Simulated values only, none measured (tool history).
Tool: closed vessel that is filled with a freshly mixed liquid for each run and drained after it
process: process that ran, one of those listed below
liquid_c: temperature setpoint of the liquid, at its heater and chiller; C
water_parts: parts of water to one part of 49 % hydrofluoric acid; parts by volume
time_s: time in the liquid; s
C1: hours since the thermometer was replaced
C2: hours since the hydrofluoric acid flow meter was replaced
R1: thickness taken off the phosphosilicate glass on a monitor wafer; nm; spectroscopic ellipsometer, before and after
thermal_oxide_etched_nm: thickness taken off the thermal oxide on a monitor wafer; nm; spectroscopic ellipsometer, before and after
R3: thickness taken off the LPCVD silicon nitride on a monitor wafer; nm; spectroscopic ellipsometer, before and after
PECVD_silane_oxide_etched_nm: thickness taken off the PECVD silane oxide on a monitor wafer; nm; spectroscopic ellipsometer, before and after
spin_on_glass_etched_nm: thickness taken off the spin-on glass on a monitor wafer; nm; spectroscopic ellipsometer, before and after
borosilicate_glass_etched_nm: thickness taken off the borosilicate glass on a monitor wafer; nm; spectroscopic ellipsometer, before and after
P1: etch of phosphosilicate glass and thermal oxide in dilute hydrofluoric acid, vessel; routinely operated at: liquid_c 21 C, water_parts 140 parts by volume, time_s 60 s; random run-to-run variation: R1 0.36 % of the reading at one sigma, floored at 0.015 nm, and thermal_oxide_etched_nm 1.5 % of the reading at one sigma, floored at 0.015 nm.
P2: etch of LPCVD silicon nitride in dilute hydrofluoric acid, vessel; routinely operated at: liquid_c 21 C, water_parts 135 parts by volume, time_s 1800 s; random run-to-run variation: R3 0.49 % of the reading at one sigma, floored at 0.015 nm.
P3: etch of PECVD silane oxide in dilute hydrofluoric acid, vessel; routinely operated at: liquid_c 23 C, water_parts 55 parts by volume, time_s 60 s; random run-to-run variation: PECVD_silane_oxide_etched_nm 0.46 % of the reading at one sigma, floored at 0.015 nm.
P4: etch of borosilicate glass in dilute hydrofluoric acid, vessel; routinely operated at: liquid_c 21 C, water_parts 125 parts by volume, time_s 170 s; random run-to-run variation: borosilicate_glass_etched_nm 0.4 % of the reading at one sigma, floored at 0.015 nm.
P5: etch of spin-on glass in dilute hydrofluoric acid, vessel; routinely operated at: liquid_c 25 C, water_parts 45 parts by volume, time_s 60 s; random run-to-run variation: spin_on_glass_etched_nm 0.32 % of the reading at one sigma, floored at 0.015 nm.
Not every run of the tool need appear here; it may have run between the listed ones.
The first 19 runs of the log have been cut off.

Run 20, day 5.888: process P2, liquid_c 21 C, water_parts 200 parts by volume, time_s 1800 s; C1 863.6; C2 1484. Result: R3 3.801 nm.
Run 21, day 6.167: process P1, liquid_c 17 C, water_parts 140 parts by volume, time_s 60 s; C1 870.3; C2 1490.7. Result: R1 18.578 nm, thermal_oxide_etched_nm 1.5276 nm.
Run 22, day 6.525: process P1, liquid_c 28 C, water_parts 245 parts by volume, time_s 60 s; C1 878.9; C2 1499.3. Result: R1 14.414 nm, thermal_oxide_etched_nm 1.118 nm.
Run 23, day 6.704: process P2, liquid_c 17 C, water_parts 135 parts by volume, time_s 1800 s; C1 883.2; C2 1503.6. Result: R3 4.3087 nm.
Run 24, day 7.079: process P4, liquid_c 21 C, water_parts 125 parts by volume, time_s 30 s; C1 892.2; C2 1512.6. Result: borosilicate_glass_etched_nm 7.4884 nm.
Run 25, day 7.3: process P5, liquid_c 25 C, water_parts 45 parts by volume, time_s 60 s; C1 897.5; C2 1517.9. Result: spin_on_glass_etched_nm 32.97 nm.
Run 26, day 7.521: process P2, liquid_c 21 C, water_parts 135 parts by volume, time_s 1800 s; C1 902.8; C2 1523.2. Result: R3 5.7177 nm.
Run 27, day 7.85: process P4, liquid_c 17 C, water_parts 125 parts by volume, time_s 170 s; C1 910.7; C2 1531.1. Result: borosilicate_glass_etched_nm 35.934 nm.
Run 28, day 8.179: process P3, liquid_c 23 C, water_parts 55 parts by volume, time_s 30 s; C1 918.6; C2 1539. Result: PECVD_silane_oxide_etched_nm 27.736 nm.
Run 29, day 8.475: process P3, liquid_c 30 C, water_parts 55 parts by volume, time_s 60 s; C1 925.7; C2 1546.1. Result: PECVD_silane_oxide_etched_nm 74.132 nm.
Run 30, day 8.871: process P1, liquid_c 21 C, water_parts 140 parts by volume, time_s 60 s; C1 935.2; C2 1555.6. Result: R1 21.909 nm, thermal_oxide_etched_nm 1.7576 nm.
Run 31, day 9.188: process P1, liquid_c 21 C, water_parts 140 parts by volume, time_s 60 s; C1 942.8; C2 1563.2. Result: R1 21.41 nm, thermal_oxide_etched_nm 1.6651 nm.
Run 32, day 9.467: process P1, liquid_c 21 C, water_parts 140 parts by volume, time_s 60 s; C1 949.5; C2 1569.9. Result: R1 20.96 nm, thermal_oxide_etched_nm 1.7279 nm.
Run 33, day 9.767: process P1, liquid_c 21 C, water_parts 140 parts by volume, time_s 60 s; C1 956.7; C2 1577.1. Result: R1 20.827 nm, thermal_oxide_etched_nm 1.6888 nm.
Run 34, day 10.167: process P1, liquid_c 21 C, water_parts 140 parts by volume, time_s 60 s; C1 966.3; C2 1586.7. Result: R1 20.545 nm, thermal_oxide_etched_nm 1.7201 nm.
Run 35, day 10.35: process P1, liquid_c 21 C, water_parts 140 parts by volume, time_s 60 s; C1 970.7; C2 1591.1. Result: R1 20.471 nm, thermal_oxide_etched_nm 1.6475 nm.

Estimate the outcome of run 36 from the log above:
Run 36, day 10.704: process P1, liquid_c 21 C, water_parts 140 parts by volume, time_s 60 s; C1 979.2; C2 1599.6. Result: R1 ?, thermal_oxide_etched_nm ?.

{"run 36": {"R1": 20.399, "thermal_oxide_etched_nm": 1.6645}}
